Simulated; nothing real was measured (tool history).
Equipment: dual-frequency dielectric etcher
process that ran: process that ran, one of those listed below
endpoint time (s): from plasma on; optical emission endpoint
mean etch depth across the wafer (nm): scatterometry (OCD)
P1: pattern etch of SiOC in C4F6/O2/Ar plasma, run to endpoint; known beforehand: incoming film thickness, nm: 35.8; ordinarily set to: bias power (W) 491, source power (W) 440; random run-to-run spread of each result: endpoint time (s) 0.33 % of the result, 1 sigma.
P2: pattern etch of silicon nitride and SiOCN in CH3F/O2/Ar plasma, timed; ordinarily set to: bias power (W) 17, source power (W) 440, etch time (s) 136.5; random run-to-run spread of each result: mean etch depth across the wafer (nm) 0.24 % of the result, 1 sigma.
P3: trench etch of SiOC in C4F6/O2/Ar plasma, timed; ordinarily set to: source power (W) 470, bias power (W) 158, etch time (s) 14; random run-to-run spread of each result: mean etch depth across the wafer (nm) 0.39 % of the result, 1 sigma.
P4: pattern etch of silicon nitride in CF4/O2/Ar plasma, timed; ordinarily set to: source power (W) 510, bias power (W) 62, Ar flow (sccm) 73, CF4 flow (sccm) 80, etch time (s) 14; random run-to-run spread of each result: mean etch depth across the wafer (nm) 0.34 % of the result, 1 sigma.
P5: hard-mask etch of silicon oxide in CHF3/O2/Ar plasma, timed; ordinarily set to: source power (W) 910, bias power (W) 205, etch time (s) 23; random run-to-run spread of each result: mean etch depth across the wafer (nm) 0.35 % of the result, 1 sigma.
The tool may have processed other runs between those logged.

run     day  process that ran  bias power (W)  source power (W)  etch time (s)  Ar flow (sccm)  CF4 flow (sccm)  hours since the last wet clean  hours since the last bias power generator calibration  hours since the last source power generator calibration  endpoint time (s)  mean etch depth across the wafer (nm)
  1   0.338                P1             491               440                                                                           139.6                                                 1710.1                                                    501.1              12.24
  2   0.604                P3              91               470             14                                                              146                                                 1716.5                                                    507.5                                                    26.031
  3   0.804                P1             491               540                                                                           150.8                                                 1721.3                                                    512.3             11.331
  4   1.221                P4              62               370             14              73               80                           160.8                                                 1731.3                                                    522.3                                                    22.626
  5   1.483                P4              62               510             14              73               80                           167.1                                                 1737.6                                                    528.6                                                    29.991
      1.621  -- bias power generator calibrated
  6   1.808                P2              10               440          136.5                                                            174.9                                                    4.6                                                    536.4                                                    13.506
  7   2.158                P4              62               510             14              73               64                           183.3                                                     13                                                    544.8                                                    28.911
  8   2.521                P5             205               650             23                                                              192                                                   21.7                                                    553.5                                                    48.182
  9   2.883                P1             600               520                                                                           200.7                                                   30.4                                                    562.2             10.689
 10   3.254                P3             158               470           10.5                                                            209.6                                                   39.3                                                    571.1                                                    22.874
 11   3.604                P5             255               910             23                                                              218                                                   47.7                                                    579.5                                                     59.64
 12   3.983                P2              17               440           92.5                                                            227.1                                                   56.8                                                    588.6                                                    11.237
 13   4.258                P1             491               440                                                                           233.7                                                   63.4                                                    595.2             12.142
 14   4.596                P3             158               470             14                                                            241.8                                                   71.5                                                    603.3                                                    30.512
 15   4.825                P1             375               440                                                                           247.3                                                     77                                                    608.8             13.437
 16   5.154                P5             205               910             23                                                            255.2                                                   84.9                                                    616.7                                                    55.208
      5.408  -- source power generator calibrated
 17   5.529                P1             653               440                                                                           264.2                                                   93.9                                                        3             11.018
 18   5.754                P2              17               580          136.5                                                            269.6                                                   99.3                                                      8.4                                                    18.299
 19   6.162                P1             595               540                                                                           279.4                                                  109.1                                                     18.2             10.494
 20   6.554                P4              62               510             14              73               80                           288.8                                                  118.5                                                     27.6                                                    29.886
 21   6.896                P1             491               440                                                                             297                                                  126.7                                                     35.8              12.25
 22   7.242                P1             491               440                                                                           305.3                                                    135                                                     44.1             12.187
 23   7.533                P3             158               470             14                                                            312.3                                                    142                                                     51.1                                                     30.44
 24   7.854                P2              17               440          136.5                                                              320                                                  149.7                                                     58.8                                                    16.568
 25   8.246                P1             491               440                                                                           329.4                                                  159.1                                                     68.2             12.209
 26   8.679                P1             491               360                                                                           339.8                                                  169.5                                                     78.6             13.133
 27   8.942                P4              62               510             14              47               80                           346.1                                                  175.8                                                     84.9                                                    31.162
 28   9.317                P5             205               910           17.5                                                            355.1                                                  184.8                                                     93.9                                                    41.941
 29   9.646                P3             158               340             14                                                              363                                                  192.7                                                    101.8                                                    26.609
 30  10.033                P1             363               600                                                                           372.3                                                    202                                                    111.1             12.134
 31  10.308                P4              62               510              8              73               80                           378.9                                                  208.6                                                    117.7                                                    17.068
 32  10.596                P4              87               510             14              73               80                           385.8                                                  215.5                                                    124.6                                                     33.99
 33   11.05                P1             491               440                                                                           396.7                                                  226.4                                                    135.5             12.251
 34  11.475                P1             491               440                                                                           406.9                                                  236.6                                                    145.7             12.151
 35  11.708                P1             491               440                                                                           412.5                                                  242.2                                                    151.3             12.112
 36  12.012                P1             491               440                                                                           419.8                                                  249.5                                                    158.6             12.129
 37  12.271                P1             491               440                                                                             426                                                  255.7                                                    164.8             12.073
     12.517  -- wet clean of the chamber
 38  12.667                P1             491               440                                                                             3.7                                                  265.2                                                    174.3             12.044
 39  13.042                P1             491               440                                                                            12.7                                                  274.2                                                    183.3             12.034
 40  13.438                P1             491               440                                                                            22.2                                                  283.7                                                    192.8             12.036
 41  13.767                P1             491               440                                                                            30.1                                                  291.6                                                    200.7             12.084
 42  14.138                P1             491               440                                                                              39                                                  300.5                                                    209.6              11.99
 43  14.538                P1             491               440                                                                            48.6                                                  310.1                                                    219.2              12.05
 44  14.775                P1             491               440                                                                            54.3                                                  315.8                                                    224.9             11.981

What P1 gives has crept away from where it was. These 2 causes fit the log equally well, each at the size given:
A: source power that arrives over what is set, % = 4.6
B: bias power that arrives over what is set, % = 4.58
The creep began at about day 11.05.
Each remaining cause and why it is not a fit:
chamber walls in a state that raises the etch rate, %: serviced at day 12.517, after the change had begun; the process did not return to its earlier output

4 check runs are offered, each on 2 wafers whose results are averaged, their results left as question marks. Which one tells the causes apart?
check 1  15.012                P4              62               510             14              73               80                                                                                                                                                                                                         ?
check 2  15.012                P2              17               440          136.5                                                                                                                                                                                                                                          ?
check 3  15.012                P3             158               470             14                                                                                                                                                                                                                                          ?
check 4  15.012                P5             205               910             23                                                                                                                                                                                                                                          ?

Check results expected under each cause:
  check                                 result    if A    if B
check 1  mean etch depth across the wafer (nm)  31.032  30.365
check 2  mean etch depth across the wafer (nm)  16.862  16.907
check 3  mean etch depth across the wafer (nm)  30.849  30.724
check 4  mean etch depth across the wafer (nm)  56.148  56.027
Distance between the nearest two causes, measured in the result of the check that separates them most: check 1 2.17 %; check 2 0.27 %; check 3 0.41 %; check 4 0.21 %
Only check 1 tells the causes apart: in the others they would give nearly the same result.

Check 1 was carried out, with these results: mean etch depth across the wafer (nm) 31.044. Which of the listed causes is responsible?

The correct cause is A, namely: source power that arrives over what is set, %.
